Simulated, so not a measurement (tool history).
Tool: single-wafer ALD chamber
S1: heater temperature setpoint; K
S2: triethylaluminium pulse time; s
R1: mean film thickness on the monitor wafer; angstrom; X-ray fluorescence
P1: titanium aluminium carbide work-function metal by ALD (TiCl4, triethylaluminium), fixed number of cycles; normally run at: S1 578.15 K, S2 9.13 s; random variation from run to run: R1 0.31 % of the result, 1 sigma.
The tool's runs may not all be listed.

Run 1, hour 7.1: S1 578.15 K, S2 9.13 s. Result: R1 21.169 angstrom.
Run 2, hour 13.0: S1 578.15 K, S2 9.13 s. Result: R1 21.147 angstrom.
At hour 16.0: thermocouple changed; heater temperature recalibrated.
Run 3, hour 18.2: S1 578.15 K, S2 9.13 s. Result: R1 21.023 angstrom.
Run 4, hour 22.3: S1 566.15 K, S2 6.29 s. Result: R1 18.511 angstrom.
Run 5, hour 28.0: S1 602.15 K, S2 9.13 s. Result: R1 23.194 angstrom.
Run 6, hour 34.0: S1 563.15 K, S2 9.13 s. Result: R1 19.725 angstrom.
Run 7, hour 38.3: S1 578.15 K, S2 4.32 s. Result: R1 17.101 angstrom.
Run 8, hour 42.8: S1 578.15 K, S2 9.13 s. Result: R1 21.138 angstrom.
Run 9, hour 47.6: S1 578.15 K, S2 9.13 s. Result: R1 20.981 angstrom.
Run 10, hour 52.7: S1 578.15 K, S2 9.13 s. Result: R1 20.953 angstrom.
Run 11, hour 59.7: S1 578.15 K, S2 12.54 s. Result: R1 21.598 angstrom.
Run 12, hour 65.9: S1 578.15 K, S2 9.13 s. Result: R1 21.039 angstrom.
Run 13, hour 70.6: S1 578.15 K, S2 9.13 s. Result: R1 20.967 angstrom.
Run 14, hour 77.9: S1 578.15 K, S2 9.13 s. Result: R1 20.769 angstrom.
Run 15, hour 82.5: S1 578.15 K, S2 9.13 s. Result: R1 20.758 angstrom.
Run 16, hour 89.0: S1 578.15 K, S2 9.13 s. Result: R1 20.684 angstrom.
Run 17, hour 93.2: S1 578.15 K, S2 9.13 s. Result: R1 20.722 angstrom.
Run 18, hour 100.1: S1 578.15 K, S2 9.13 s. Result: R1 20.719 angstrom.
Run 19, hour 107.7: S1 578.15 K, S2 9.13 s. Result: R1 20.798 angstrom.

What P1 gives has crept away from where it was. These 2 causes fit the log equally well, each at the size given:
A: triethylaluminium dose below that of a fresh bottle (%) = 9.46
B: wafer temperature below the value expected at the setpoint (K) = 3.65
The creep began at about hour 65.9.

4 check runs are offered, one wafer each, their results left as question marks. Which one tells the causes apart?
Run check 1, hour 115.3: S1 600.15 K, S2 9.13 s. Result: R1 ?.
Run check 2, hour 115.3: S1 590.15 K, S2 11.58 s. Result: R1 ?.
Run check 3, hour 115.3: S1 578.15 K, S2 11.44 s. Result: R1 ?.
Run check 4, hour 115.3: S1 563.15 K, S2 4.76 s. Result: R1 ?.

What each check would give under each cause:
  check  result    if A    if B
check 1      R1  22.671  22.696
check 2      R1  22.490  22.346
check 3      R1  21.362  21.219
check 4      R1  15.925  16.322
How far apart the two closest causes lie, in the result that separates them most: check 1 0.11 %; check 2 0.64 %; check 3 0.67 %; check 4 2.47 %
Only check 4 tells the causes apart: in the others they would give nearly the same result.

Then check 4 was run and gave: R1 16.281 angstrom. Which cause is it?

It is B: wafer temperature below the value expected at the setpoint (K).
